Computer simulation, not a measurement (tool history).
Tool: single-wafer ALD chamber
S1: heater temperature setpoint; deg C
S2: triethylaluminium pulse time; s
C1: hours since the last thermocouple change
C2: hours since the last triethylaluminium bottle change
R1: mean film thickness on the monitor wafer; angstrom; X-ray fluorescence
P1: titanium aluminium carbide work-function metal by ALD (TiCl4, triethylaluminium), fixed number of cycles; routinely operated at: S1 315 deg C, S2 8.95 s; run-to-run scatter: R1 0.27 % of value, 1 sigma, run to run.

run 1 hour=3.4 | S1=315 S2=8.95 | C1=757.2 C2=115.6 | R1=21.429
run 2 hour=6.8 | S1=315 S2=8.95 | C1=760.6 C2=119 | R1=21.529
run 3 hour=10.5 | S1=315 S2=8.95 | C1=764.3 C2=122.7 | R1=21.454
run 4 hour=14.7 | S1=315 S2=8.95 | C1=768.5 C2=126.9 | R1=21.468
run 5 hour=17.1 | S1=334 S2=14.38 | C1=770.9 C2=129.3 | R1=24.17
-- hour=19.1 thermocouple changed; heater temperature recalibrated
run 6 hour=22.2 | S1=315 S2=8.95 | C1=3.2 C2=134.4 | R1=21.414
run 7 hour=27.3 | S1=315 S2=5.28 | C1=8.3 C2=139.5 | R1=18.867
run 8 hour=31.8 | S1=290 S2=8.95 | C1=12.8 C2=144 | R1=19.259
run 9 hour=36.2 | S1=315 S2=14.71 | C1=17.2 C2=148.4 | R1=22.364
run 10 hour=39.9 | S1=334 S2=8.95 | C1=20.9 C2=152.1 | R1=23.095
run 11 hour=44.9 | S1=300 S2=5.5 | C1=25.9 C2=157.1 | R1=17.938
run 12 hour=49.2 | S1=294 S2=12.03 | C1=30.2 C2=161.4 | R1=20.272
run 13 hour=53.5 | S1=315 S2=8.95 | C1=34.5 C2=165.7 | R1=21.45
run 14 hour=58 | S1=315 S2=8.95 | C1=39 C2=170.2 | R1=21.347
run 15 hour=60.9 | S1=315 S2=8.95 | C1=41.9 C2=173.1 | R1=21.119
run 16 hour=63.4 | S1=315 S2=8.95 | C1=44.4 C2=175.6 | R1=21.039
run 17 hour=67.5 | S1=315 S2=8.95 | C1=48.5 C2=179.7 | R1=21.136

What does the tool deliver on the next run?
run 18 hour=72.7 | S1=315 S2=8.95 | C1=53.7 C2=184.9 | R1=?

R1: 21.052 angstrom
